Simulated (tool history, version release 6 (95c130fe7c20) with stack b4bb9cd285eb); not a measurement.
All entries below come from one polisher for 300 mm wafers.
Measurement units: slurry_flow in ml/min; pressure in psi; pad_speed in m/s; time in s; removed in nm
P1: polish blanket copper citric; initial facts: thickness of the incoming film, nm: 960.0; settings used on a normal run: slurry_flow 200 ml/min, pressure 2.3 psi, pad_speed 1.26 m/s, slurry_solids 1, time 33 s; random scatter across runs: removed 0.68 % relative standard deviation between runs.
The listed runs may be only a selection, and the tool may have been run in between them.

| run | hour | slurry_flow | pressure | pad_speed | slurry_solids | time | removed |
|---|---|---|---|---|---|---|---|
| 1 | 5.3 | 200 | 2.3 | 1.26 | 1 | 33 | 58.707 |
| 2 | 11.8 | 200 | 2.3 | 1.26 | 1 | 33 | 58.669 |
| 3 | 16.6 | 200 | 2.3 | 1.26 | 1 | 22 | 38.426 |
| 4 | 19.6 | 200 | 2.3 | 0.84 | 1.3 | 33 | 41.622 |
| 5 | 24.7 | 200 | 2.3 | 0.64 | 1 | 33 | 30.24 |
| 6 | 31.3 | 200 | 1.4 | 1.26 | 1.35 | 33 | 38.327 |
|  | 34.9 | slurry nozzle cleaned |
| 7 | 36.7 | 200 | 3.5 | 1.26 | 1 | 33 | 87.431 |
| 8 | 42.8 | 200 | 2.3 | 1.26 | 1 | 33 | 57.583 |
| 9 | 49.1 | 200 | 2.3 | 1.26 | 1.35 | 33 | 61.886 |
|  | 52.7 | head pressure recalibrated |
| 10 | 54.9 | 200 | 1.7 | 1.26 | 1 | 33 | 43.657 |
| 11 | 58.8 | 300 | 2.3 | 1.26 | 1 | 33 | 60.977 |
| 12 | 63.7 | 200 | 2.3 | 1.26 | 0.55 | 33 | 51.541 |
| 13 | 68.7 | 200 | 2.3 | 1.64 | 1 | 33 | 75.145 |

Run 14 comes next. What will it give?
| 14 | 71.7 | 200 | 2.3 | 1.26 | 1 | 44 | ? |

{"run 14": {"removed": 77.852}}

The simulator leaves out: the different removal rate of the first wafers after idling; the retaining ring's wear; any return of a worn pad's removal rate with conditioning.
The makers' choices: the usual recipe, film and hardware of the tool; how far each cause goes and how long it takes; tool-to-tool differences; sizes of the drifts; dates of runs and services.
